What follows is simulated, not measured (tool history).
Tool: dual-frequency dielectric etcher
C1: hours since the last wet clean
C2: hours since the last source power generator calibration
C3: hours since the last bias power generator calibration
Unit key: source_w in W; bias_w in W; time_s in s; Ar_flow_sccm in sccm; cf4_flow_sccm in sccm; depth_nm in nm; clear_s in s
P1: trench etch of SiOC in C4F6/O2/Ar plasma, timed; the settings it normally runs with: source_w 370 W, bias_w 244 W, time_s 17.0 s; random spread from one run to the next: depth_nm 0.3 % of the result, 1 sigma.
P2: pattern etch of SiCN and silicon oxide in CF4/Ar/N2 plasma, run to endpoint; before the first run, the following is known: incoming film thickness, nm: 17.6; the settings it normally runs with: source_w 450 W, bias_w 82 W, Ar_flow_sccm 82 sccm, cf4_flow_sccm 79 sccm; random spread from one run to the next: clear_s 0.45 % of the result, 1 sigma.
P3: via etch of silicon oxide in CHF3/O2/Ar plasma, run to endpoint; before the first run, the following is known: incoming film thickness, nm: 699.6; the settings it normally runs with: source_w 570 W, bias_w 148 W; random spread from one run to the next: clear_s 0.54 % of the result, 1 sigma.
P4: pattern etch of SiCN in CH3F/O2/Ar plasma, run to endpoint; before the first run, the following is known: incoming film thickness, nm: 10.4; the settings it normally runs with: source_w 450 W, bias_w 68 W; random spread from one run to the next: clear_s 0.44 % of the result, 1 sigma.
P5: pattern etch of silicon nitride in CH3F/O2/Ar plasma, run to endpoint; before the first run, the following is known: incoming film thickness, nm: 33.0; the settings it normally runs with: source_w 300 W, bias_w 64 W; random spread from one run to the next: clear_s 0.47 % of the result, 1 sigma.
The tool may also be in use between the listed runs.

{"run": 1, "hour": 7.7, "process": "P1", "source_w": 370, "bias_w": 244, "time_s": 17.0, "C1": 367.0, "C2": 1565.4, "C3": 2020.1, "depth_nm": 36.849}
{"run": 2, "hour": 16.5, "process": "P3", "source_w": 570, "bias_w": 207, "C1": 375.8, "C2": 1574.2, "C3": 2028.9, "clear_s": 322.74}
{"run": 3, "hour": 27.7, "process": "P2", "source_w": 290, "bias_w": 82, "Ar_flow_sccm": 82, "cf4_flow_sccm": 79, "C1": 387.0, "C2": 1585.4, "C3": 2040.1, "clear_s": 28.417}
{"run": 4, "hour": 34.6, "process": "P1", "source_w": 370, "bias_w": 244, "time_s": 17.0, "C1": 393.9, "C2": 1592.3, "C3": 2047.0, "depth_nm": 36.702}
{"run": 5, "hour": 43.4, "process": "P1", "source_w": 370, "bias_w": 244, "time_s": 24.0, "C1": 402.7, "C2": 1601.1, "C3": 2055.8, "depth_nm": 51.672}
{"run": 6, "hour": 50.4, "process": "P3", "source_w": 570, "bias_w": 148, "C1": 409.7, "C2": 1608.1, "C3": 2062.8, "clear_s": 362.42}
{"run": 7, "hour": 57.4, "process": "P1", "source_w": 370, "bias_w": 244, "time_s": 13.0, "C1": 416.7, "C2": 1615.1, "C3": 2069.8, "depth_nm": 28.179}
{"run": 8, "hour": 64.0, "process": "P1", "source_w": 370, "bias_w": 244, "time_s": 17.0, "C1": 423.3, "C2": 1621.7, "C3": 2076.4, "depth_nm": 36.821}
{"run": 9, "hour": 70.4, "process": "P3", "source_w": 570, "bias_w": 148, "C1": 429.7, "C2": 1628.1, "C3": 2082.8, "clear_s": 361.27}
{"run": 10, "hour": 78.1, "process": "P1", "source_w": 450, "bias_w": 244, "time_s": 17.0, "C1": 437.4, "C2": 1635.8, "C3": 2090.5, "depth_nm": 39.78}
{"run": 11, "hour": 88.1, "process": "P1", "source_w": 280, "bias_w": 244, "time_s": 17.0, "C1": 447.4, "C2": 1645.8, "C3": 2100.5, "depth_nm": 33.158}
{"run": 12, "hour": 99.9, "process": "P4", "source_w": 450, "bias_w": 68, "C1": 459.2, "C2": 1657.6, "C3": 2112.3, "clear_s": 26.893}
{"run": 13, "hour": 109.0, "process": "P4", "source_w": 280, "bias_w": 68, "C1": 468.3, "C2": 1666.7, "C3": 2121.4, "clear_s": 31.988}
{"run": 14, "hour": 120.3, "process": "P2", "source_w": 450, "bias_w": 59, "Ar_flow_sccm": 82, "cf4_flow_sccm": 79, "C1": 479.6, "C2": 1678.0, "C3": 2132.7, "clear_s": 21.417}
{"run": 15, "hour": 129.5, "process": "P5", "source_w": 300, "bias_w": 48, "C1": 488.8, "C2": 1687.2, "C3": 2141.9, "clear_s": 61.03}
{"run": 16, "hour": 136.4, "process": "P3", "source_w": 790, "bias_w": 148, "C1": 495.7, "C2": 1694.1, "C3": 2148.8, "clear_s": 316.14}
{"run": 17, "hour": 147.5, "process": "P1", "source_w": 230, "bias_w": 244, "time_s": 24.5, "C1": 506.8, "C2": 1705.2, "C3": 2159.9, "depth_nm": 44.181}
{"run": 18, "hour": 157.6, "process": "P5", "source_w": 300, "bias_w": 64, "C1": 516.9, "C2": 1715.3, "C3": 2170.0, "clear_s": 55.637}
{"run": 19, "hour": 165.4, "process": "P1", "source_w": 370, "bias_w": 244, "time_s": 17.0, "C1": 524.7, "C2": 1723.1, "C3": 2177.8, "depth_nm": 36.831}
{"run": 20, "hour": 172.3, "process": "P2", "source_w": 450, "bias_w": 82, "Ar_flow_sccm": 112, "cf4_flow_sccm": 79, "C1": 531.6, "C2": 1730.0, "C3": 2184.7, "clear_s": 20.09}
{"run": 21, "hour": 182.6, "process": "P5", "source_w": 180, "bias_w": 64, "C1": 541.9, "C2": 1740.3, "C3": 2195.0, "clear_s": 67.691}
{"run": 22, "hour": 195.2, "process": "P2", "source_w": 450, "bias_w": 82, "Ar_flow_sccm": 82, "cf4_flow_sccm": 79, "C1": 554.5, "C2": 1752.9, "C3": 2207.6, "clear_s": 19.253}
{"run": 23, "hour": 206.3, "process": "P1", "source_w": 370, "bias_w": 345, "time_s": 17.0, "C1": 565.6, "C2": 1764.0, "C3": 2218.7, "depth_nm": 41.519}
{"run": 24, "hour": 217.3, "process": "P1", "source_w": 370, "bias_w": 244, "time_s": 17.0, "C1": 576.6, "C2": 1775.0, "C3": 2229.7, "depth_nm": 36.619}
{"run": 25, "hour": 225.1, "process": "P4", "source_w": 450, "bias_w": 90, "C1": 584.4, "C2": 1782.8, "C3": 2237.5, "clear_s": 24.344}
{"run": 26, "hour": 231.2, "process": "P2", "source_w": 450, "bias_w": 82, "Ar_flow_sccm": 82, "cf4_flow_sccm": 106, "C1": 590.5, "C2": 1788.9, "C3": 2243.6, "clear_s": 18.573}
{"run": 27, "hour": 237.3, "process": "P2", "source_w": 450, "bias_w": 82, "Ar_flow_sccm": 82, "cf4_flow_sccm": 79, "C1": 596.6, "C2": 1795.0, "C3": 2249.7, "clear_s": 19.241}
{"run": 28, "hour": 243.2, "process": "P1", "source_w": 370, "bias_w": 150, "time_s": 17.0, "C1": 602.5, "C2": 1800.9, "C3": 2255.6, "depth_nm": 31.306}
{"run": 29, "hour": 255.5, "process": "P1", "source_w": 370, "bias_w": 244, "time_s": 17.0, "C1": 614.8, "C2": 1813.2, "C3": 2267.9, "depth_nm": 36.767}
{"run": 30, "hour": 263.6, "process": "P1", "source_w": 370, "bias_w": 244, "time_s": 17.0, "C1": 622.9, "C2": 1821.3, "C3": 2276.0, "depth_nm": 36.733}
{"run": 31, "hour": 272.4, "process": "P1", "source_w": 370, "bias_w": 244, "time_s": 17.0, "C1": 631.7, "C2": 1830.1, "C3": 2284.8, "depth_nm": 37.106}
{"run": 32, "hour": 278.7, "process": "P1", "source_w": 370, "bias_w": 244, "time_s": 17.0, "C1": 638.0, "C2": 1836.4, "C3": 2291.1, "depth_nm": 37.176}
{"run": 33, "hour": 285.0, "process": "P1", "source_w": 370, "bias_w": 244, "time_s": 17.0, "C1": 644.3, "C2": 1842.7, "C3": 2297.4, "depth_nm": 37.131}
{"hour": 293.1, "done": "wet clean of the chamber"}
{"run": 34, "hour": 296.5, "process": "P1", "source_w": 370, "bias_w": 244, "time_s": 17.0, "C1": 3.5, "C2": 1854.2, "C3": 2308.9, "depth_nm": 37.345}
{"run": 35, "hour": 306.0, "process": "P1", "source_w": 370, "bias_w": 244, "time_s": 17.0, "C1": 13.0, "C2": 1863.7, "C3": 2318.4, "depth_nm": 37.326}

Run 36 has not been measured yet. What should we expect?
{"run": 36, "hour": 312.9, "process": "P1", "source_w": 370, "bias_w": 244, "time_s": 17.0, "C1": 19.9, "C2": 1870.6, "C3": 2325.3, "depth_nm": "?"}

Run 36 gave depth_nm 37.337 nm.

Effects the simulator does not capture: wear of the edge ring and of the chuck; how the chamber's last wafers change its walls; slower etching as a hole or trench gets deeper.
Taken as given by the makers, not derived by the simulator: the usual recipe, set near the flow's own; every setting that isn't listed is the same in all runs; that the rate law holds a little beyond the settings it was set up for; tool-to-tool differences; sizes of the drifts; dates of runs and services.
